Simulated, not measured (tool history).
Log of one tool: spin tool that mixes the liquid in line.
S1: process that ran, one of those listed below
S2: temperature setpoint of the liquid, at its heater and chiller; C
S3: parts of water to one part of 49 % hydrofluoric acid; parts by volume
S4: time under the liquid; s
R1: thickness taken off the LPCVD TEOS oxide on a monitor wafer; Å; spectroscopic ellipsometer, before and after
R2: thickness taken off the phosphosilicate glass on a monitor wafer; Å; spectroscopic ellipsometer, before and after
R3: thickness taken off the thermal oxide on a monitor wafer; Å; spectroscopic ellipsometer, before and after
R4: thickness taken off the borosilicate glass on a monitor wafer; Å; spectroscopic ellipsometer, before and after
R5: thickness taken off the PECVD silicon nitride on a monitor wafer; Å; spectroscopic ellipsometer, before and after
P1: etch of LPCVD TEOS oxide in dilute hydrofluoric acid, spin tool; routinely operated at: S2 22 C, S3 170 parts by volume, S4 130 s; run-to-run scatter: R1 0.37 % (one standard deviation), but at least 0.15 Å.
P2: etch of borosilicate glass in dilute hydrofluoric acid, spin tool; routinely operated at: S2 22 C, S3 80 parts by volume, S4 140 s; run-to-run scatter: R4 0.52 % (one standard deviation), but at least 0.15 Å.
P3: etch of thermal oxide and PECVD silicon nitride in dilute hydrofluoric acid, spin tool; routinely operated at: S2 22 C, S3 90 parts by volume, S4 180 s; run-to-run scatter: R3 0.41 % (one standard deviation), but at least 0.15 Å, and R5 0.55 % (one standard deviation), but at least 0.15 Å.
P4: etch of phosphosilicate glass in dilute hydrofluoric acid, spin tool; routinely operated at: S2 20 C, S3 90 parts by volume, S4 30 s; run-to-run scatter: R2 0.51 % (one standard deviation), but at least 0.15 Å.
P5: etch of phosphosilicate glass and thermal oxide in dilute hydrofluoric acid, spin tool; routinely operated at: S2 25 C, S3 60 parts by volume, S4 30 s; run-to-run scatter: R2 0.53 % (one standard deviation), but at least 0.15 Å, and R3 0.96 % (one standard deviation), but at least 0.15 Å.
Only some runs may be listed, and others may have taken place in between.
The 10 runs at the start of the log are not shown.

run 11 day=3.917 | S1=P1 S2=22 S3=255 S4=130 | R1=87.447
run 12 day=4.258 | S1=P1 S2=22 S3=170 S4=130 | R1=141.39
run 13 day=4.733 | S1=P1 S2=22 S3=170 S4=130 | R1=143.48
run 14 day=5.121 | S1=P5 S2=25 S3=60 S4=30 | R2=1093.9 R3=23.764
run 15 day=5.404 | S1=P3 S2=22 S3=90 S4=95 | R3=45.649 R5=52.334
run 16 day=5.879 | S1=P1 S2=22 S3=170 S4=130 | R1=142.92
run 17 day=6.304 | S1=P3 S2=22 S3=90 S4=180 | R3=86.377 R5=98.762
run 18 day=6.725 | S1=P4 S2=20 S3=25 S4=30 | R2=1512.7
run 19 day=7.046 | S1=P5 S2=25 S3=60 S4=30 | R2=1082.8 R3=23.131
run 20 day=7.325 | S1=P1 S2=22 S3=170 S4=130 | R1=142.47
run 21 day=7.671 | S1=P4 S2=27 S3=90 S4=30 | R2=507.88
run 22 day=8.075 | S1=P1 S2=22 S3=75 S4=130 | R1=362.6
run 23 day=8.417 | S1=P4 S2=20 S3=90 S4=60 | R2=770.93
run 24 day=8.75 | S1=P1 S2=30 S3=170 S4=130 | R1=192.71
run 25 day=9.1 | S1=P3 S2=22 S3=40 S4=180 | R3=204.48 R5=217.87
run 26 day=9.4 | S1=P1 S2=22 S3=50 S4=230 | R1=985.53
run 27 day=9.883 | S1=P1 S2=17 S3=170 S4=130 | R1=117.41

Estimate the outcome of run 28 from the log above:
run 28 day=10.317 | S1=P1 S2=22 S3=170 S4=130 | R1=?

Logged for run 28: R1 142.51 Å.
